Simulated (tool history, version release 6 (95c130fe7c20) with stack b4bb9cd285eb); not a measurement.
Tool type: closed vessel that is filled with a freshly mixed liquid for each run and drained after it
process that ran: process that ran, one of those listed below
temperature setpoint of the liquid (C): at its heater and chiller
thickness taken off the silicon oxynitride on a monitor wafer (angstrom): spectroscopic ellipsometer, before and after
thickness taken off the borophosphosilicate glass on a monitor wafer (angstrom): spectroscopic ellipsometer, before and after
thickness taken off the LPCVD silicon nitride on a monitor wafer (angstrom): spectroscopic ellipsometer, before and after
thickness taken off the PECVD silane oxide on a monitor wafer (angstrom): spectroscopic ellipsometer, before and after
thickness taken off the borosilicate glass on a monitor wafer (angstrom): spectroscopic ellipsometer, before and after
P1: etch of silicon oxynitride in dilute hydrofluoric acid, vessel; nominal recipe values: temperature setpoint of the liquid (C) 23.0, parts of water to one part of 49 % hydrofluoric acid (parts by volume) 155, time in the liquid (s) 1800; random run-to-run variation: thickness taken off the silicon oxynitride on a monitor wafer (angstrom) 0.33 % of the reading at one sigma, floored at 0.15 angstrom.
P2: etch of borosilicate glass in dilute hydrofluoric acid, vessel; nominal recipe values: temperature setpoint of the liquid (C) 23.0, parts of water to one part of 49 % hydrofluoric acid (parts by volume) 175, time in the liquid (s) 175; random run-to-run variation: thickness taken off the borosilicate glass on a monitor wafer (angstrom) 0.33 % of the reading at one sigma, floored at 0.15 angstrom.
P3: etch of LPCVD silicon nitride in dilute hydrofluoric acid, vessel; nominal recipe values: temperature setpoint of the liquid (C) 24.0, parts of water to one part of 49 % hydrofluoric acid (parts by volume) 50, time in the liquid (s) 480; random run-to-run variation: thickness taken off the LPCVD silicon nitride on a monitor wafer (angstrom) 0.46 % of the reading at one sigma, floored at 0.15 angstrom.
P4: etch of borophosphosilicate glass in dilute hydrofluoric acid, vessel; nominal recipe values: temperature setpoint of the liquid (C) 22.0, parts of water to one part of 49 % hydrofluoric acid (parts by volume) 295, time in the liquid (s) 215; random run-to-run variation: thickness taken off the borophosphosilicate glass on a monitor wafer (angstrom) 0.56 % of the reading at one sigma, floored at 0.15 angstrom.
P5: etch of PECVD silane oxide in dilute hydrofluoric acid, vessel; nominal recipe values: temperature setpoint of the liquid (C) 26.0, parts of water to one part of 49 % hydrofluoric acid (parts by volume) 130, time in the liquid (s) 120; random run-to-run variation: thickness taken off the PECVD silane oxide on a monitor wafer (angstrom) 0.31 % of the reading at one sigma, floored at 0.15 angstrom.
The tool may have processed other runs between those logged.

run,hour,process that ran,temperature setpoint of the liquid (C),parts of water to one part of 49 % hydrofluoric acid (parts by volume),time in the liquid (s),hours since the thermometer was replaced,hours since the hydrofluoric acid flow meter was replaced,thickness taken off the silicon oxynitride on a monitor wafer (angstrom),thickness taken off the borophosphosilicate glass on a monitor wafer (angstrom),thickness taken off the LPCVD silicon nitride on a monitor wafer (angstrom),thickness taken off the PECVD silane oxide on a monitor wafer (angstrom),thickness taken off the borosilicate glass on a monitor wafer (angstrom)
1,6.5,P1,23.0,155,1800,1726.3,443.8,211.190,,,,
2,12.3,P4,22.0,295,215,1732.1,449.6,,202.890,,,
3,18.4,P1,23.0,155,1800,1738.2,455.7,209.600,,,,
4,23.5,P1,23.0,155,1800,1743.3,460.8,210.230,,,,
5,28.0,P1,23.0,155,910,1747.8,465.3,106.820,,,,
6,32.3,P1,23.0,155,1800,1752.1,469.6,211.330,,,,
7,36.3,P1,30.5,35,1800,1756.1,473.6,1474.000,,,,
8,40.3,P3,24.0,50,480,1760.1,477.6,,,46.762,,
9,45.3,P3,24.0,20,480,1765.1,482.6,,,112.470,,
10,50.9,P5,26.0,45,120,1770.7,488.2,,,,746.610,
11,57.3,P4,22.0,295,40,1777.1,494.6,,37.826,,,
12,64.3,P1,23.0,155,1800,1784.1,501.6,210.450,,,,
13,68.7,P1,23.0,230,1800,1788.5,506.0,134.190,,,,
14,72.4,P5,22.0,130,120,1792.2,509.7,,,,196.210,
15,77.3,P3,31.5,50,480,1797.1,514.6,,,76.476,,
16,80.9,P2,23.0,175,175,1800.7,518.2,,,,,344.020
17,84.5,P1,23.0,25,1800,1804.3,521.8,1445.000,,,,
18,89.1,P1,17.5,155,620,1808.9,526.4,55.999,,,,
19,94.4,P1,29.5,155,1800,1814.2,531.7,282.580,,,,
20,98.8,P2,23.0,175,30,1818.6,536.1,,,,,58.537
21,104.6,P5,26.0,130,120,1824.4,541.9,,,,228.810,
22,107.9,P2,26.5,175,175,1827.7,545.2,,,,,390.700
23,111.6,P5,26.0,130,120,1831.4,548.9,,,,229.100,
24,116.0,P2,23.0,25,175,1835.8,553.3,,,,,2881.600
25,121.3,P1,23.0,155,2840,1841.1,558.6,332.340,,,,
26,128.8,P5,26.0,130,50,1848.6,566.1,,,,95.813,
27,134.2,P4,17.5,295,215,1854.0,571.5,,173.050,,,
28,141.1,P3,24.0,50,795,1860.9,578.4,,,77.333,,
29,147.0,P4,22.0,80,215,1866.8,584.3,,940.780,,,
30,150.8,P1,19.5,155,1800,1870.6,588.1,178.890,,,,
31,157.7,P1,23.0,155,1800,1877.5,595.0,210.150,,,,
32,161.4,P1,23.0,155,1800,1881.2,598.7,215.030,,,,
33,168.0,P1,23.0,155,1800,1887.8,605.3,220.150,,,,
34,174.3,P1,23.0,155,1800,1894.1,611.6,222.010,,,,
35,181.0,P1,23.0,155,1800,1900.8,618.3,225.260,,,,
36,188.0,P1,23.0,155,1800,1907.8,625.3,225.240,,,,
37,193.9,P1,23.0,155,1800,1913.7,631.2,225.840,,,,

Predict the results of run 38:
38,198.0,P1,23.0,155,1800,1917.8,635.3,?,,,,

Run 38 yielded thickness taken off the silicon oxynitride on a monitor wafer (angstrom) 225.630.
